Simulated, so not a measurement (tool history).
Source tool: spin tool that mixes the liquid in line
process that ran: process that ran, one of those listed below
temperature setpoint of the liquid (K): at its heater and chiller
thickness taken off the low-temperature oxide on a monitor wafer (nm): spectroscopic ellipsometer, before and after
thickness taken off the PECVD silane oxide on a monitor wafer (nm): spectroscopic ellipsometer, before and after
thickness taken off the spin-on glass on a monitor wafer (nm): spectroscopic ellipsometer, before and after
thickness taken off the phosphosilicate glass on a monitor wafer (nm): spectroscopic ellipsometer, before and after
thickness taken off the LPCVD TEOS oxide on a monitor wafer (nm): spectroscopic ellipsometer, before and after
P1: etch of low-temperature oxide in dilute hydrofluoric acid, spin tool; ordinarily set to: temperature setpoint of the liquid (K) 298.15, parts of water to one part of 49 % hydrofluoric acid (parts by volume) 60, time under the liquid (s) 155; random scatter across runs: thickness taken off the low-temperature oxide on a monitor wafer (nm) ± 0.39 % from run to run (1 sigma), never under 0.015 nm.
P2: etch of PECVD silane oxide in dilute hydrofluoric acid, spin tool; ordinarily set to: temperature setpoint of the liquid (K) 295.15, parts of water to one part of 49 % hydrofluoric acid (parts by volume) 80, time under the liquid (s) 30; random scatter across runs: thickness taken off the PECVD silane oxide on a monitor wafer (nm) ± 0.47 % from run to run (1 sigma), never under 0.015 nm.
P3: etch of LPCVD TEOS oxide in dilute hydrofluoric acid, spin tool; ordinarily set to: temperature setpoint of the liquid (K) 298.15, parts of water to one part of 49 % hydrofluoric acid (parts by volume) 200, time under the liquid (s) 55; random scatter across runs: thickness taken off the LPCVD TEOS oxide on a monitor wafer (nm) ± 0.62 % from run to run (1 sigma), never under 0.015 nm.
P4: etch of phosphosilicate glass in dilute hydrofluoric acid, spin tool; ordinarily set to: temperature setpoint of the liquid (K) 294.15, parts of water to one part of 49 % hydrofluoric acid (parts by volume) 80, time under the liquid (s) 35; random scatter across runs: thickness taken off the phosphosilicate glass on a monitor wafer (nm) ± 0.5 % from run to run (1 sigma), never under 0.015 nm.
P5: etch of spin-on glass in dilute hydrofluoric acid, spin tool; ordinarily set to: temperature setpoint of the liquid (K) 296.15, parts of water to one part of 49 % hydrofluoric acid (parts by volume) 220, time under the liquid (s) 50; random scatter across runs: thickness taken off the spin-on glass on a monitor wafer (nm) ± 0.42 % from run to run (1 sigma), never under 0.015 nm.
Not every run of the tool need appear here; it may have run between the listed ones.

| run | hour | process that ran | temperature setpoint of the liquid (K) | parts of water to one part of 49 % hydrofluoric acid (parts by volume) | time under the liquid (s) | hours since the thermometer was replaced | hours since the hydrofluoric acid flow meter was replaced | thickness taken off the low-temperature oxide on a monitor wafer (nm) | thickness taken off the PECVD silane oxide on a monitor wafer (nm) | thickness taken off the spin-on glass on a monitor wafer (nm) | thickness taken off the phosphosilicate glass on a monitor wafer (nm) | thickness taken off the LPCVD TEOS oxide on a monitor wafer (nm) |
|---|---|---|---|---|---|---|---|---|---|---|---|---|
| 1 | 14.7 | P1 | 298.15 | 60 | 155 | 1584.6 | 314.6 | 36.733 |  |  |  |  |
| 2 | 29.1 | P1 | 290.15 | 60 | 155 | 1599 | 329 | 26.18 |  |  |  |  |
| 3 | 37.1 | P2 | 295.15 | 80 | 30 | 1607 | 337 |  | 13.028 |  |  |  |
| 4 | 45.2 | P5 | 304.15 | 220 | 50 | 1615.1 | 345.1 |  |  | 9.5337 |  |  |
| 5 | 56.1 | P1 | 298.15 | 60 | 155 | 1626 | 356 | 36.868 |  |  |  |  |
| 6 | 63.8 | P4 | 298.15 | 80 | 35 | 1633.7 | 363.7 |  |  |  | 28.132 |  |
| 7 | 71.1 | P3 | 304.15 | 200 | 55 | 1641 | 371 |  |  |  |  | 6.5402 |
|  | 82.1 | thermometer replaced |
| 8 | 83.4 | P1 | 298.15 | 60 | 30 | 1.3 | 383.3 | 7.1139 |  |  |  |  |
| 9 | 90.9 | P4 | 294.15 | 80 | 35 | 8.8 | 390.8 |  |  |  | 23.846 |  |
| 10 | 102.8 | P2 | 291.15 | 80 | 30 | 20.7 | 402.7 |  | 11.08 |  |  |  |
| 11 | 115 | P2 | 295.15 | 140 | 30 | 32.9 | 414.9 |  | 6.9672 |  |  |  |
| 12 | 122.7 | P1 | 298.15 | 35 | 155 | 40.6 | 422.6 | 65.168 |  |  |  |  |
| 13 | 136.9 | P1 | 294.15 | 60 | 285 | 54.8 | 436.8 | 57.499 |  |  |  |  |
| 14 | 147.6 | P1 | 298.15 | 60 | 290 | 65.5 | 447.5 | 68.725 |  |  |  |  |
| 15 | 158.1 | P5 | 296.15 | 220 | 15 | 76 | 458 |  |  | 2.1638 |  |  |
| 16 | 169 | P3 | 298.15 | 200 | 30 | 86.9 | 468.9 |  |  |  |  | 2.9278 |
| 17 | 184.4 | P1 | 298.15 | 60 | 155 | 102.3 | 484.3 | 36.721 |  |  |  |  |
| 18 | 194 | P4 | 294.15 | 140 | 35 | 111.9 | 493.9 |  |  |  | 12.884 |  |
| 19 | 205.9 | P2 | 295.15 | 80 | 30 | 123.8 | 505.8 |  | 12.999 |  |  |  |
| 20 | 213.1 | P1 | 298.15 | 60 | 155 | 131 | 513 | 36.977 |  |  |  |  |
| 21 | 220.2 | P3 | 298.15 | 200 | 55 | 138.1 | 520.1 |  |  |  |  | 5.233 |
| 22 | 230.4 | P1 | 298.15 | 60 | 155 | 148.3 | 530.3 | 36.974 |  |  |  |  |
| 23 | 240.1 | P1 | 298.15 | 60 | 155 | 158 | 540 | 36.593 |  |  |  |  |
| 24 | 252.8 | P1 | 303.15 | 60 | 155 | 170.7 | 552.7 | 44.924 |  |  |  |  |
| 25 | 260.7 | P3 | 298.15 | 345 | 55 | 178.6 | 560.6 |  |  |  |  | 2.6713 |
| 26 | 268.8 | P4 | 294.15 | 80 | 35 | 186.7 | 568.7 |  |  |  | 23.642 |  |
| 27 | 284.7 | P5 | 296.15 | 45 | 50 | 202.6 | 584.6 |  |  | 43.502 |  |  |
| 28 | 296.5 | P1 | 298.15 | 90 | 155 | 214.4 | 596.4 | 23.502 |  |  |  |  |
| 29 | 306.4 | P1 | 298.15 | 60 | 155 | 224.3 | 606.3 | 36.527 |  |  |  |  |
| 30 | 321.9 | P2 | 295.15 | 80 | 15 | 239.8 | 621.8 |  | 6.5093 |  |  |  |
| 31 | 329 | P5 | 296.15 | 220 | 50 | 246.9 | 628.9 |  |  | 7.1366 |  |  |
| 32 | 341.4 | P4 | 294.15 | 80 | 15 | 259.3 | 641.3 |  |  |  | 10.282 |  |
| 33 | 352 | P1 | 298.15 | 60 | 155 | 269.9 | 651.9 | 36.931 |  |  |  |  |
| 34 | 366.3 | P1 | 298.15 | 60 | 155 | 284.2 | 666.2 | 35.084 |  |  |  |  |
| 35 | 379.9 | P1 | 298.15 | 60 | 155 | 297.8 | 679.8 | 34.345 |  |  |  |  |
| 36 | 389.2 | P1 | 298.15 | 60 | 155 | 307.1 | 689.1 | 34.019 |  |  |  |  |
| 37 | 400.6 | P1 | 298.15 | 60 | 155 | 318.5 | 700.5 | 33.762 |  |  |  |  |
| 38 | 409.3 | P1 | 298.15 | 60 | 155 | 327.2 | 709.2 | 33.771 |  |  |  |  |
| 39 | 424.1 | P1 | 298.15 | 60 | 155 | 342 | 724 | 33.379 |  |  |  |  |

P1 no longer gives what it gave before; its output has crept away from where it was. The following 2 causes, each at its listed size, fit the log equally well:
A: liquid colder than its thermometer reads (K) = 2.14
B: hydrofluoric acid flow below the setpoint (%) = 7.74
The gradual shift began around hour 352.

Which of the check runs below tells the causes apart, meaning the causes would give it clearly different results? Each run uses 3 wafers whose results are averaged, and each result is shown as a question mark.
| check 1 | 438.9 | P4 | 294.15 | 120 | 35 |  |  |  |  |  | ? |  |
| check 2 | 438.9 | P2 | 295.15 | 120 | 30 |  |  |  | ? |  |  |  |
| check 3 | 438.9 | P5 | 302.15 | 65 | 50 |  |  |  |  | ? |  |  |
| check 4 | 438.9 | P3 | 298.15 | 345 | 55 |  |  |  |  |  |  | ? |

How each check would come out, cause by cause:
| check | result | if A | if B |
|---|---|---|---|
| check 1 | thickness taken off the phosphosilicate glass on a monitor wafer (nm) | 13.99 | 13.923 |
| check 2 | thickness taken off the PECVD silane oxide on a monitor wafer (nm) | 7.5972 | 7.5523 |
| check 3 | thickness taken off the spin-on glass on a monitor wafer (nm) | 33.953 | 33.81 |
| check 4 | thickness taken off the LPCVD TEOS oxide on a monitor wafer (nm) | 2.4574 | 2.372 |
Gap, in per cent, between the two causes that each check separates least, read from the result that separates them most: check 1 0.48 %; check 2 0.59 %; check 3 0.42 %; check 4 3.53 %
Check 4 is the one run that separates the causes; every other check would come out nearly the same whichever cause is at work.

Check 4 was then run and gave: thickness taken off the LPCVD TEOS oxide on a monitor wafer (nm) 2.462. Which cause is it?

The correct cause is A, namely: liquid colder than its thermometer reads (K).
